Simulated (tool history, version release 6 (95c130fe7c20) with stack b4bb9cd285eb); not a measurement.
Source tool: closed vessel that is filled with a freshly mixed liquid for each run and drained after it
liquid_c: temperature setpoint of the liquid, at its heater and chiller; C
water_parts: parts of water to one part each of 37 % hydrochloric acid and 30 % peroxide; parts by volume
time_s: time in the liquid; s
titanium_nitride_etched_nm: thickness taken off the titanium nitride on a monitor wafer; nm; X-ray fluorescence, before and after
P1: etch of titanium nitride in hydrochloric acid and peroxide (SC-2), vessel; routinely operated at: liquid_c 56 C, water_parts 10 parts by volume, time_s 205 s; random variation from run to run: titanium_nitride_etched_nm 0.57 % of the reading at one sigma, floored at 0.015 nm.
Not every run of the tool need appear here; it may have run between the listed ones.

run,day,liquid_c,water_parts,time_s,titanium_nitride_etched_nm
1,0.308,56,10,205,7.7463
2,0.546,56,10,370,14.103
3,0.762,72,10,205,20.923
4,0.925,56,10,205,7.7981
# day 0.967: new drum of peroxide connected
5,1.175,56,16,205,5.1728
6,1.504,56,4,315,23.939
7,1.721,56,4,205,15.52
8,1.888,41,10,205,2.8288
9,2.083,56,10,50,1.8958
10,2.258,56,10,205,7.7909
11,2.588,56,10,205,7.8984
12,2.804,66.5,4.5,205,28.001
13,3.138,56,10,205,7.7505
14,3.433,56,10,205,7.4717
15,3.679,56,10,205,7.2414
16,3.933,56,10,205,7.2414
17,4.212,56,10,205,7.2427
# day 4.408: new drum of peroxide connected
18,4.475,56,10,205,7.1621
19,4.767,56,10,205,7.1408
20,4.996,56,10,205,7.1086

What P1 gives has crept away from where it was. These 2 causes fit the log equally well, each at the size given:
A: liquid colder than its thermometer reads (K) = 1.47
B: chemicals flow below the setpoint (%) = 10.6
The drift started at roughly day 3.138.
The rest of the possible causes, and what rules out each one:
peroxide weaker than its label (%): work on it at day 4.408, done after the drift set in, did not restore what the process gave before

Which of the 4 check runs listed below, each an average over 5 wafers with its results shown as question marks, gives clearly different results under the different listed causes?
check 1,5.225,56,13.5,205,?
check 2,5.225,47.5,10,205,?
check 3,5.225,48.5,10,205,?
check 4,5.225,44,5,205,?

Predicted outcomes, by check and by cause:
check,result,if A,if B
check 1,titanium_nitride_etched_nm,5.5143,5.4956
check 2,titanium_nitride_etched_nm,4.0448,4.0681
check 3,titanium_nitride_etched_nm,4.3299,4.3522
check 4,titanium_nitride_etched_nm,5.4442,5.5593
How far apart the two closest causes lie, in the result that separates them most: check 1 0.34 %; check 2 0.58 %; check 3 0.51 %; check 4 2.09 %
Check 4 tells the causes apart: in the others they would give nearly the same result.

With check 4 done, the readings were: titanium_nitride_etched_nm 5.5626 nm. Identify which of the listed causes applies.

It is B: chemicals flow below the setpoint (%).
